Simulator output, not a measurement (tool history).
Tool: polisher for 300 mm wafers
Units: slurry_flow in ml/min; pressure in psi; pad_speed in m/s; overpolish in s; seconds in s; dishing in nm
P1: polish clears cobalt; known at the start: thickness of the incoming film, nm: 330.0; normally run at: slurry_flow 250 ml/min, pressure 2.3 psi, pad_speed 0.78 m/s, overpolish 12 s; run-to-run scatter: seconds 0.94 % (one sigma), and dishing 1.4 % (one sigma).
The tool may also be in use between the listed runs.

run,day,slurry_flow,pressure,pad_speed,overpolish,seconds,dishing
1,0.500,250,2.3,0.78,12,72.604,33.310
2,0.883,250,2.3,1.24,12,45.253,41.527
3,1.162,250,1.2,0.78,12,141.350,21.688
4,1.654,250,2.3,0.78,4,72.239,14.869
5,1.925,190,1.7,0.78,12,100.980,26.456
6,2.217,365,2.3,0.78,12,69.373,34.443
7,2.729,250,2.3,0.78,22,72.476,44.677
8,3.067,250,2.3,0.78,12,72.403,33.426
9,3.546,250,3.3,0.78,12,50.614,39.967
10,3.996,250,2.3,0.78,12,72.527,33.758
11,4.438,250,2.3,0.78,12,72.787,33.711
12,4.933,250,2.3,0.38,12,148.250,20.039
13,5.400,250,2.3,0.38,18,146.750,27.205
14,5.658,250,2.3,0.78,12,72.054,33.613
15,5.962,150,2.3,0.78,12,77.773,32.108
16,6.358,250,2.3,0.78,12,72.786,33.014
17,6.871,250,2.3,0.78,12,73.320,33.847
18,7.383,250,2.3,0.78,12,75.056,32.490
19,7.871,250,2.3,0.78,12,74.844,32.784
# day 8.054: head pressure recalibrated
20,8.329,250,2.3,0.78,12,75.896,32.190
21,8.821,250,2.3,0.78,12,76.171,32.204
22,9.317,250,2.3,0.78,12,76.116,31.943
23,9.583,250,2.3,0.78,12,77.638,31.841

Forecast run 24:
24,9.879,250,2.3,0.78,12,?,?

{"run 24": {"seconds": 76.605, "dishing": 32.261}}
